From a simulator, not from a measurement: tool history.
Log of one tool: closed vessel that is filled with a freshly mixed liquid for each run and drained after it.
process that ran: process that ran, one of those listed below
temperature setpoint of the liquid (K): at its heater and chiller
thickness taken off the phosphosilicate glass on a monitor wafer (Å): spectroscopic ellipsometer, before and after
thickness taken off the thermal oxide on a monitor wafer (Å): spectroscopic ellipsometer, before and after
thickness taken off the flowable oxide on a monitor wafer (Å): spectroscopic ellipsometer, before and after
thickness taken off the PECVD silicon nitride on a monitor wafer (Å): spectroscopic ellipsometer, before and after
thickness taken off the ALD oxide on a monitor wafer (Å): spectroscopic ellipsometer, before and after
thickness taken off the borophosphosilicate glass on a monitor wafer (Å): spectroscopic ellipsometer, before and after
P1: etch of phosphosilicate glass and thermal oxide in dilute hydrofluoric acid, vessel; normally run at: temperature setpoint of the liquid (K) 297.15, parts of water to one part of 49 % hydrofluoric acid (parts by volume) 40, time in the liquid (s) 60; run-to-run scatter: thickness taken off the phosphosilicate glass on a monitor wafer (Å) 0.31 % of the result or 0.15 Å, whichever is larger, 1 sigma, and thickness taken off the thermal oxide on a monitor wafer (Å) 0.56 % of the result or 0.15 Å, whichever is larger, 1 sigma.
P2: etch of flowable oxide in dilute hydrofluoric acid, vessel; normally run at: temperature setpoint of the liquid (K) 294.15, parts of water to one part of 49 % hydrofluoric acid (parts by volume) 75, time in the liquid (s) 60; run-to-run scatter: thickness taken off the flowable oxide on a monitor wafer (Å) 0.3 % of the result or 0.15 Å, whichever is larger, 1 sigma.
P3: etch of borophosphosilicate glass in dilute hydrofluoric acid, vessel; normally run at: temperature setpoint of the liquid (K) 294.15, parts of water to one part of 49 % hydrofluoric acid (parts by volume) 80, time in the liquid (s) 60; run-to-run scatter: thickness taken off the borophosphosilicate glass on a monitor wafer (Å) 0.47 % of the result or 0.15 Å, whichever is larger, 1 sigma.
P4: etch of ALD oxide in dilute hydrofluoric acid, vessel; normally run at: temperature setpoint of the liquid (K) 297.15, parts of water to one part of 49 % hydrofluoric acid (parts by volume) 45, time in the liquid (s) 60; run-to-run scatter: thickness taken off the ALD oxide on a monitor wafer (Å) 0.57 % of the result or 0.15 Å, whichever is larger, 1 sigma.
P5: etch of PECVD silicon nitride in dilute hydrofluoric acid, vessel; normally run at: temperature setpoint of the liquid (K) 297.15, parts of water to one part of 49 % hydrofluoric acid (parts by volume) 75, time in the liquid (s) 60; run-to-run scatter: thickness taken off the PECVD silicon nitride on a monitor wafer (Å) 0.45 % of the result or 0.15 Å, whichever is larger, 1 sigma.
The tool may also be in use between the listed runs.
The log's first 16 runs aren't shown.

run	day	process that ran	temperature setpoint of the liquid (K)	parts of water to one part of 49 % hydrofluoric acid (parts by volume)	time in the liquid (s)	hours since the thermometer was replaced	hours since the hydrofluoric acid flow meter was replaced	thickness taken off the phosphosilicate glass on a monitor wafer (Å)	thickness taken off the thermal oxide on a monitor wafer (Å)	thickness taken off the flowable oxide on a monitor wafer (Å)	thickness taken off the PECVD silicon nitride on a monitor wafer (Å)	thickness taken off the ALD oxide on a monitor wafer (Å)	thickness taken off the borophosphosilicate glass on a monitor wafer (Å)
17	9.342	P5	297.15	75	30	994.8	1346.0				23.075		
18	9.975	P1	303.15	40	60	1010.0	1361.2	4031.4	100.250				
19	10.767	P2	294.15	75	60	1029.0	1380.2			436.18			
20	11.521	P1	297.15	40	60	1047.1	1398.3	3167.6	78.091				
21	12.188	P4	297.15	45	30	1063.1	1414.3					127.49	
22	12.562	P1	297.15	65	60	1072.1	1423.3	1894.2	47.320				
23	13.217	P3	294.15	80	110	1087.8	1439.0						484.33
24	13.854	P5	290.15	75	60	1103.1	1454.3				28.666		
25	14.562	P5	297.15	75	60	1120.1	1471.3				46.181		
# day 14.962: thermometer replaced
26	15.204	P3	294.15	80	60	5.8	1486.7						261.92
27	15.854	P1	290.15	40	85	21.4	1502.3	3310.7	82.478				
28	16.592	P4	297.15	45	60	39.1	1520.0					254.37	
29	17.238	P4	297.15	75	60	54.6	1535.5					146.32	
30	17.650	P1	304.65	40	30	64.5	1545.4	2140.6	53.665				
31	18.121	P2	299.15	75	60	75.8	1556.7			532.15			
32	18.908	P3	294.15	30	60	94.7	1575.6						749.44
33	19.483	P1	297.15	40	60	108.5	1589.4	3176.0	78.223				
34	20.112	P1	297.15	40	60	123.6	1604.5	3057.9	76.500				
35	20.800	P1	297.15	40	60	140.1	1621.0	2991.5	74.469				
36	21.362	P1	297.15	40	60	153.6	1634.5	2964.8	74.115				
37	21.808	P1	297.15	40	60	164.3	1645.2	2957.4	72.736				

Run 38 comes next. What will it give?
38	22.367	P1	297.15	40	60	177.7	1658.6	?	?				

thickness taken off the phosphosilicate glass on a monitor wafer (Å): 2900.8
thickness taken off the thermal oxide on a monitor wafer (Å): 73.128
